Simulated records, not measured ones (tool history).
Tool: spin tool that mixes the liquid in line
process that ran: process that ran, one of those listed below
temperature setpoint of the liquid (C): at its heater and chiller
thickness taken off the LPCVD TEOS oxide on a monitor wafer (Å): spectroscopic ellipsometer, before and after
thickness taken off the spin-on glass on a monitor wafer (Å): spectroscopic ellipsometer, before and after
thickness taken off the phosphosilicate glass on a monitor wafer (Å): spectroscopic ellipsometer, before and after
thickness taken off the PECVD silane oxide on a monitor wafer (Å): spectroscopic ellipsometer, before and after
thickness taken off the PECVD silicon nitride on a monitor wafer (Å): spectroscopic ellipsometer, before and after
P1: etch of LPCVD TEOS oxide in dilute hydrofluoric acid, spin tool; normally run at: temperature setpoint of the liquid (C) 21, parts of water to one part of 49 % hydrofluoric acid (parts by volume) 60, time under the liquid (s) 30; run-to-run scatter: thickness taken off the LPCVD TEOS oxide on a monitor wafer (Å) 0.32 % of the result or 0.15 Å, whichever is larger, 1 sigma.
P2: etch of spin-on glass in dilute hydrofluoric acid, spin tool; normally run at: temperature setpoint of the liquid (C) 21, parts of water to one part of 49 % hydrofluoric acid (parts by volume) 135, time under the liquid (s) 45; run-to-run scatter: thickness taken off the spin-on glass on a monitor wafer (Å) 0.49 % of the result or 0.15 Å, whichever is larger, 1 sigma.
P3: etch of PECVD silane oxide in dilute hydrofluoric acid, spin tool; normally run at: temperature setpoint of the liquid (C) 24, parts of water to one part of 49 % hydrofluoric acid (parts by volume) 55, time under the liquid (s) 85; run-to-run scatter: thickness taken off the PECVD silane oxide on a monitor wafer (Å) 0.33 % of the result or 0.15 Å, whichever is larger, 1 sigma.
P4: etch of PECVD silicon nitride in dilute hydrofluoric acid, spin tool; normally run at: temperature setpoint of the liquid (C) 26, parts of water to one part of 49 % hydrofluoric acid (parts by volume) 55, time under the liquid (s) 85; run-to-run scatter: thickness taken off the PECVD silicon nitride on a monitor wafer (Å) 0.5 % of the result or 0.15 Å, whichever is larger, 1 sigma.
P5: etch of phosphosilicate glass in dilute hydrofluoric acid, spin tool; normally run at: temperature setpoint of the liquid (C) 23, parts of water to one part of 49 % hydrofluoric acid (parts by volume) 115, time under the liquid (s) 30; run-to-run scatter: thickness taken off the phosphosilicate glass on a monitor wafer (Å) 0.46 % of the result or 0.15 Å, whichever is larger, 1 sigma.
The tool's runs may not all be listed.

| run | hour | process that ran | temperature setpoint of the liquid (C) | parts of water to one part of 49 % hydrofluoric acid (parts by volume) | time under the liquid (s) | thickness taken off the LPCVD TEOS oxide on a monitor wafer (Å) | thickness taken off the spin-on glass on a monitor wafer (Å) | thickness taken off the phosphosilicate glass on a monitor wafer (Å) | thickness taken off the PECVD silane oxide on a monitor wafer (Å) | thickness taken off the PECVD silicon nitride on a monitor wafer (Å) |
|---|---|---|---|---|---|---|---|---|---|---|
| 1 | 3.1 | P1 | 21 | 60 | 30 | 78.397 |  |  |  |  |
| 2 | 6.4 | P1 | 21 | 60 | 65 | 168.75 |  |  |  |  |
| 3 | 10.5 | P1 | 27 | 60 | 15 | 49.895 |  |  |  |  |
| 4 | 12.7 | P2 | 21 | 135 | 80 |  | 280.82 |  |  |  |
| 5 | 17.1 | P1 | 21 | 30 | 30 | 162.7 |  |  |  |  |
| 6 | 19.1 | P1 | 21 | 60 | 15 | 39.052 |  |  |  |  |
| 7 | 22.8 | P1 | 21 | 60 | 30 | 78.509 |  |  |  |  |
| 8 | 26.7 | P1 | 21 | 60 | 30 | 78.358 |  |  |  |  |
| 9 | 29.3 | P5 | 23 | 115 | 30 |  |  | 477.85 |  |  |
| 10 | 33.3 | P1 | 21 | 60 | 30 | 77.75 |  |  |  |  |
| 11 | 38 | P1 | 26 | 60 | 30 | 95.975 |  |  |  |  |
| 12 | 40 | P3 | 24 | 55 | 85 |  |  |  | 487.96 |  |
| 13 | 44.7 | P5 | 23 | 115 | 30 |  |  | 480.29 |  |  |
| 14 | 47.3 | P3 | 24 | 20 | 85 |  |  |  | 1404.4 |  |
| 15 | 50.1 | P2 | 21 | 135 | 45 |  | 158.79 |  |  |  |
| 16 | 54.6 | P4 | 26 | 55 | 35 |  |  |  |  | 26.998 |
| 17 | 56.8 | P4 | 18 | 55 | 85 |  |  |  |  | 37.852 |
| 18 | 60.7 | P1 | 21 | 90 | 30 | 50.569 |  |  |  |  |
| 19 | 64 | P1 | 21 | 60 | 30 | 78.634 |  |  |  |  |
| 20 | 67.3 | P2 | 17 | 135 | 45 |  | 132.86 |  |  |  |
| 21 | 71.6 | P4 | 26 | 20 | 85 |  |  |  |  | 177.63 |
| 22 | 75.5 | P1 | 17 | 60 | 30 | 65.494 |  |  |  |  |
| 23 | 78.9 | P5 | 23 | 180 | 30 |  |  | 284.49 |  |  |
| 24 | 82.8 | P3 | 24 | 55 | 15 |  |  |  | 86.672 |  |
| 25 | 87.1 | P5 | 23 | 115 | 15 |  |  | 238.34 |  |  |
| 26 | 90.2 | P3 | 32 | 55 | 85 |  |  |  | 669.87 |  |
| 27 | 92.5 | P2 | 21 | 40 | 45 |  | 598.24 |  |  |  |
| 28 | 96.7 | P5 | 17 | 115 | 30 |  |  | 373.79 |  |  |
| 29 | 101.1 | P4 | 26 | 55 | 85 |  |  |  |  | 66.488 |
| 30 | 104.6 | P3 | 24 | 55 | 85 |  |  |  | 489.76 |  |
| 31 | 107.7 | P1 | 21 | 60 | 30 | 77.97 |  |  |  |  |
| 32 | 111.2 | P1 | 21 | 60 | 30 | 81.735 |  |  |  |  |
| 33 | 113.6 | P1 | 21 | 60 | 30 | 83.197 |  |  |  |  |
| 34 | 116.2 | P1 | 21 | 60 | 30 | 83.224 |  |  |  |  |
| 35 | 119.3 | P1 | 21 | 60 | 30 | 83.619 |  |  |  |  |
| 36 | 123.7 | P1 | 21 | 60 | 30 | 84.889 |  |  |  |  |
| 37 | 127.1 | P1 | 21 | 60 | 30 | 84.737 |  |  |  |  |

Forecast run 38:
| 38 | 130.2 | P1 | 21 | 60 | 30 | ? |  |  |  |  |

thickness taken off the LPCVD TEOS oxide on a monitor wafer (Å): 84.943
